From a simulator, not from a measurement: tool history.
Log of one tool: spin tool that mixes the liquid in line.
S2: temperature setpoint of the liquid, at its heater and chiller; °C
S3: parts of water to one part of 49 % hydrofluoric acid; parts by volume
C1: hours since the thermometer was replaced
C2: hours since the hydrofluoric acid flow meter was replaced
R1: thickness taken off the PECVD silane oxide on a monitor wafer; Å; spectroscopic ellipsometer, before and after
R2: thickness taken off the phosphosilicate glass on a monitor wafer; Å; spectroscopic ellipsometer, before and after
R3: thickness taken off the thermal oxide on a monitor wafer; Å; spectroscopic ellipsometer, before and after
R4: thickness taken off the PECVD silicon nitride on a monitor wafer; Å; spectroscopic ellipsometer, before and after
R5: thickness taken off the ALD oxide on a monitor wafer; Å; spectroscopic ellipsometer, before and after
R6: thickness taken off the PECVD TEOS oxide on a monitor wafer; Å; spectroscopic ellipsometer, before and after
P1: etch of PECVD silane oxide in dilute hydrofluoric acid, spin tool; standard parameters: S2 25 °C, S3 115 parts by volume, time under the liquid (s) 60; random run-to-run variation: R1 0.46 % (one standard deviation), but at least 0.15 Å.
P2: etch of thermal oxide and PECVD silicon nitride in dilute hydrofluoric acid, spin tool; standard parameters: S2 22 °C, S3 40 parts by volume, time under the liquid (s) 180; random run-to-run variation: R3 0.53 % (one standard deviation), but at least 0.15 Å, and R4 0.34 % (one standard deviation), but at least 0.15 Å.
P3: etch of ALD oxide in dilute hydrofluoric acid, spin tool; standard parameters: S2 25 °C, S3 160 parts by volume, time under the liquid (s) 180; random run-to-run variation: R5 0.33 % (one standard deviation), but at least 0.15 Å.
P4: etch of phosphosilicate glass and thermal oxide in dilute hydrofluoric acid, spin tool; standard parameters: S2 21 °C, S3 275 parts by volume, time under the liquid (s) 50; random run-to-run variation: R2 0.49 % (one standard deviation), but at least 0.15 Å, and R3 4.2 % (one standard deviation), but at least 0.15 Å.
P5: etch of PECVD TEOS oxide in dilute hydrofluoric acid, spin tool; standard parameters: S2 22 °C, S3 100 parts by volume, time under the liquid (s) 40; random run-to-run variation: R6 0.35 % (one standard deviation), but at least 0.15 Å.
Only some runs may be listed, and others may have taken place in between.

Run 1, hour 15.5: process that ran P1, S2 25 °C, S3 115 parts by volume, time under the liquid (s) 60; C1 684; C2 268.6. Result: R1 125.25 Å.
Run 2, hour 22.9: process that ran P4, S2 21 °C, S3 275 parts by volume, time under the liquid (s) 70; C1 691.4; C2 276. Result: R2 124.99 Å, R3 9.0805 Å.
Run 3, hour 34.4: process that ran P1, S2 25 °C, S3 115 parts by volume, time under the liquid (s) 60; C1 702.9; C2 287.5. Result: R1 125.5 Å.
Run 4, hour 46.1: process that ran P1, S2 25 °C, S3 115 parts by volume, time under the liquid (s) 110; C1 714.6; C2 299.2. Result: R1 230.15 Å.
Run 5, hour 53: process that ran P1, S2 17 °C, S3 115 parts by volume, time under the liquid (s) 60; C1 721.5; C2 306.1. Result: R1 90.397 Å.
Run 6, hour 63.8: process that ran P2, S2 22 °C, S3 40 parts by volume, time under the liquid (s) 270; C1 732.3; C2 316.9. Result: R3 301.05 Å, R4 155.03 Å.
Run 7, hour 70.8: process that ran P1, S2 25 °C, S3 35 parts by volume, time under the liquid (s) 60; C1 739.3; C2 323.9. Result: R1 455.75 Å.
Run 8, hour 82.2: process that ran P2, S2 22 °C, S3 40 parts by volume, time under the liquid (s) 180; C1 750.7; C2 335.3. Result: R3 200.16 Å, R4 103.3 Å.
Run 9, hour 95.3: process that ran P1, S2 21.5 °C, S3 115 parts by volume, time under the liquid (s) 95; C1 763.8; C2 348.4. Result: R1 173.22 Å.
Run 10, hour 107.6: process that ran P1, S2 25 °C, S3 115 parts by volume, time under the liquid (s) 60; C1 776.1; C2 360.7. Result: R1 125.53 Å.
Run 11, hour 121.8: process that ran P4, S2 17 °C, S3 275 parts by volume, time under the liquid (s) 50; C1 790.3; C2 374.9. Result: R2 77.003 Å, R3 5.6419 Å.
Run 12, hour 129: process that ran P2, S2 22 °C, S3 20 parts by volume, time under the liquid (s) 180; C1 797.5; C2 382.1. Result: R3 413.11 Å, R4 202.72 Å.
Run 13, hour 143.4: process that ran P2, S2 17 °C, S3 40 parts by volume, time under the liquid (s) 180; C1 811.9; C2 396.5. Result: R3 163.03 Å, R4 73.246 Å.
Run 14, hour 157: process that ran P1, S2 29 °C, S3 115 parts by volume, time under the liquid (s) 60; C1 825.5; C2 410.1. Result: R1 146.52 Å.
Run 15, hour 169.9: process that ran P3, S2 25 °C, S3 160 parts by volume, time under the liquid (s) 180; C1 838.4; C2 423. Result: R5 107.89 Å.
Run 16, hour 185.6: process that ran P1, S2 25 °C, S3 115 parts by volume, time under the liquid (s) 15; C1 854.1; C2 438.7. Result: R1 31.395 Å.
Run 17, hour 197: process that ran P1, S2 25 °C, S3 160 parts by volume, time under the liquid (s) 25; C1 865.5; C2 450.1. Result: R1 35.794 Å.
Run 18, hour 211.9: process that ran P5, S2 22 °C, S3 100 parts by volume, time under the liquid (s) 40; C1 880.4; C2 465. Result: R6 78.211 Å.
Run 19, hour 219.1: process that ran P3, S2 19.5 °C, S3 160 parts by volume, time under the liquid (s) 180; C1 887.6; C2 472.2. Result: R5 87.874 Å.
Run 20, hour 234.4: process that ran P3, S2 25 °C, S3 160 parts by volume, time under the liquid (s) 285; C1 902.9; C2 487.5. Result: R5 171.95 Å.
Run 21, hour 241.6: process that ran P1, S2 25 °C, S3 115 parts by volume, time under the liquid (s) 60; C1 910.1; C2 494.7. Result: R1 125.96 Å.
Run 22, hour 254.3: process that ran P1, S2 25 °C, S3 115 parts by volume, time under the liquid (s) 60; C1 922.8; C2 507.4. Result: R1 126.35 Å.
Run 23, hour 269: process that ran P3, S2 25 °C, S3 40 parts by volume, time under the liquid (s) 180; C1 937.5; C2 522.1. Result: R5 508.1 Å.
At hour 276.1: hydrofluoric acid flow meter replaced.
Run 24, hour 281.2: process that ran P1, S2 25 °C, S3 115 parts by volume, time under the liquid (s) 60; C1 949.7; C2 5.1. Result: R1 125.61 Å.
Run 25, hour 293.2: process that ran P5, S2 17 °C, S3 100 parts by volume, time under the liquid (s) 40; C1 961.7; C2 17.1. Result: R6 63.705 Å.
Run 26, hour 307.5: process that ran P4, S2 21 °C, S3 275 parts by volume, time under the liquid (s) 50; C1 976; C2 31.4. Result: R2 89.919 Å, R3 6.1524 Å.
Run 27, hour 318.9: process that ran P5, S2 22 °C, S3 180 parts by volume, time under the liquid (s) 40; C1 987.4; C2 42.8. Result: R6 39.908 Å.
Run 28, hour 326.8: process that ran P5, S2 22 °C, S3 100 parts by volume, time under the liquid (s) 15; C1 995.3; C2 50.7. Result: R6 29.526 Å.
Run 29, hour 337.8: process that ran P4, S2 21 °C, S3 75 parts by volume, time under the liquid (s) 50; C1 1006.3; C2 61.7. Result: R2 404.81 Å, R3 29.045 Å.
Run 30, hour 345.4: process that ran P1, S2 25 °C, S3 210 parts by volume, time under the liquid (s) 15; C1 1013.9; C2 69.3. Result: R1 15.399 Å.
Run 31, hour 358.4: process that ran P1, S2 25 °C, S3 205 parts by volume, time under the liquid (s) 60; C1 1026.9; C2 82.3. Result: R1 63.448 Å.
Run 32, hour 374.2: process that ran P3, S2 25 °C, S3 160 parts by volume, time under the liquid (s) 180; C1 1042.7; C2 98.1. Result: R5 108.38 Å.
Run 33, hour 385.4: process that ran P1, S2 25 °C, S3 115 parts by volume, time under the liquid (s) 60; C1 1053.9; C2 109.3. Result: R1 126.32 Å.
Run 34, hour 393.8: process that ran P1, S2 25 °C, S3 115 parts by volume, time under the liquid (s) 60; C1 1062.3; C2 117.7. Result: R1 123.9 Å.
Run 35, hour 402.4: process that ran P1, S2 25 °C, S3 115 parts by volume, time under the liquid (s) 60; C1 1070.9; C2 126.3. Result: R1 121.19 Å.
Run 36, hour 413.6: process that ran P1, S2 25 °C, S3 115 parts by volume, time under the liquid (s) 60; C1 1082.1; C2 137.5. Result: R1 119.04 Å.
Run 37, hour 423.5: process that ran P1, S2 25 °C, S3 115 parts by volume, time under the liquid (s) 60; C1 1092; C2 147.4. Result: R1 118.19 Å.
Run 38, hour 431.4: process that ran P1, S2 25 °C, S3 115 parts by volume, time under the liquid (s) 60; C1 1099.9; C2 155.3. Result: R1 118.28 Å.
Run 39, hour 442.5: process that ran P1, S2 25 °C, S3 115 parts by volume, time under the liquid (s) 60; C1 1111; C2 166.4. Result: R1 118.4 Å.
Run 40, hour 450.2: process that ran P1, S2 25 °C, S3 115 parts by volume, time under the liquid (s) 60; C1 1118.7; C2 174.1. Result: R1 119.28 Å.
Run 41, hour 461.7: process that ran P1, S2 25 °C, S3 115 parts by volume, time under the liquid (s) 60; C1 1130.2; C2 185.6. Result: R1 117.18 Å.

What P1 gives has crept off from where it sat before. The 2 causes that follow fit the log equally well, each at the size noted:
A: hydrofluoric acid flow below the setpoint (%) = 5.42
B: liquid colder than its thermometer reads (K) = 1.64
At approximately hour 385.4, the process output began to creep.

Question marks stand in for the results of the 4 check runs listed below, each run on one wafer. Under which run would the listed causes show clearly different results?
Run check 1, hour 473.2: process that ran P4, S2 21 °C, S3 275 parts by volume, time under the liquid (s) 50. Result: R2 ?, R3 ?.
Run check 2, hour 473.2: process that ran P2, S2 22 °C, S3 40 parts by volume, time under the liquid (s) 180. Result: R3 ?, R4 ?.
Run check 3, hour 473.2: process that ran P5, S2 22 °C, S3 100 parts by volume, time under the liquid (s) 40. Result: R6 ?.
Run check 4, hour 473.2: process that ran P3, S2 25 °C, S3 160 parts by volume, time under the liquid (s) 180. Result: R5 ?.

Predicted outcomes, by check and by cause:
  check  result    if A    if B
check 1      R2  83.265  84.082
check 1      R3  6.1429  6.2032
check 2      R3  188.53  186.48
check 2      R4  98.311  92.647
check 3      R6  73.738  73.426
check 4      R5  101.46  101.87
Per-check spread between the two closest causes, in the result where they differ most: check 1 0.98 %; check 2 5.93 %; check 3 0.43 %; check 4 0.41 %
Check 2 distinguishes between the causes, while the remaining checks would return nearly the same result for all of them.

Here is what check 2 returned: R3 184.61 Å; R4 92.79 Å. Which cause is it?

The correct cause is B, namely: liquid colder than its thermometer reads (K).
